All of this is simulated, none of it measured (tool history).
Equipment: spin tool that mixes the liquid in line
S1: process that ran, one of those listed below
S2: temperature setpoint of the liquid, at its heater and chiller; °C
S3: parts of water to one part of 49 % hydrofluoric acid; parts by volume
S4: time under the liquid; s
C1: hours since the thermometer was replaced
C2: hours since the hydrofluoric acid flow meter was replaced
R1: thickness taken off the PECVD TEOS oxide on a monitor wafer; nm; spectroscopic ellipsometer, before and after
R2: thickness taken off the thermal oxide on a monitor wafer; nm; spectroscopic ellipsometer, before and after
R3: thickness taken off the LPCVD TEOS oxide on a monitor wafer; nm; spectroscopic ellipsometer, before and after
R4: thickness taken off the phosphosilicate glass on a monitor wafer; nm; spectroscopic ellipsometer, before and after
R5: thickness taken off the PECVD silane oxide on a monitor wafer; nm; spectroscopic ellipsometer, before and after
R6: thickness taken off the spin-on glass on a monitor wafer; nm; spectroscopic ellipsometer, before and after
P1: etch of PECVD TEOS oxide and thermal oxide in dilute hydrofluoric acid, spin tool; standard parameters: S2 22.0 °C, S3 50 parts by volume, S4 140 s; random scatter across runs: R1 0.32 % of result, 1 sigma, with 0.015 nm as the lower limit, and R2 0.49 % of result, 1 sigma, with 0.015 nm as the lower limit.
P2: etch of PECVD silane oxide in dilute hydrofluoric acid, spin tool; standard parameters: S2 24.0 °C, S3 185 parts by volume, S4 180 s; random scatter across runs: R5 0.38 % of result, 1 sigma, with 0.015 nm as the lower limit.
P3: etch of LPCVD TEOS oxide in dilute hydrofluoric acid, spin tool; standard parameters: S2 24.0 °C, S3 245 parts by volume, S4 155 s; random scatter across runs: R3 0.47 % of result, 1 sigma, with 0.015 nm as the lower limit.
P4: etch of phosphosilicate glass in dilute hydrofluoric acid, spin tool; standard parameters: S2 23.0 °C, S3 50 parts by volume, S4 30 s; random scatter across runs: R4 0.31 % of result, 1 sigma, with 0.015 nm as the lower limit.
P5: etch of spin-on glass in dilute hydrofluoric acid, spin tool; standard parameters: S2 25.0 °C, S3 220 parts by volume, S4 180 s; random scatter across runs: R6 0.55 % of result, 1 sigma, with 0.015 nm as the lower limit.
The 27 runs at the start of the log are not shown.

run	hour	S1	S2	S3	S4	C1	C2	R1	R2	R3	R4	R5	R6
28	109.1	P4	31.0	50	30	1100.4	14.2				69.912		
29	113.8	P2	24.0	185	290	1105.1	18.9					44.903	
30	118.8	P4	23.0	90	30	1110.1	23.9				26.641		
31	121.4	P3	24.0	245	155	1112.7	26.5			22.701			
32	123.9	P1	22.0	50	140	1115.2	29.0	36.4570	12.8200				
33	128.8	P1	22.0	50	140	1120.1	33.9	36.3710	12.7500				
34	134.1	P1	22.0	50	140	1125.4	39.2	35.4280	12.4730				
35	137.5	P1	22.0	50	140	1128.8	42.6	34.7480	12.3130				
36	142.5	P1	22.0	50	140	1133.8	47.6	34.6300	12.3240				
37	146.4	P1	22.0	50	140	1137.7	51.5	34.4140	12.1330				

Run 38, settings as shown, results not yet in. Your forecast:
38	151.3	P1	22.0	50	140	1142.6	56.4	?	?				

Run 38 produced R1 34.4400 nm, R2 12.0630 nm.
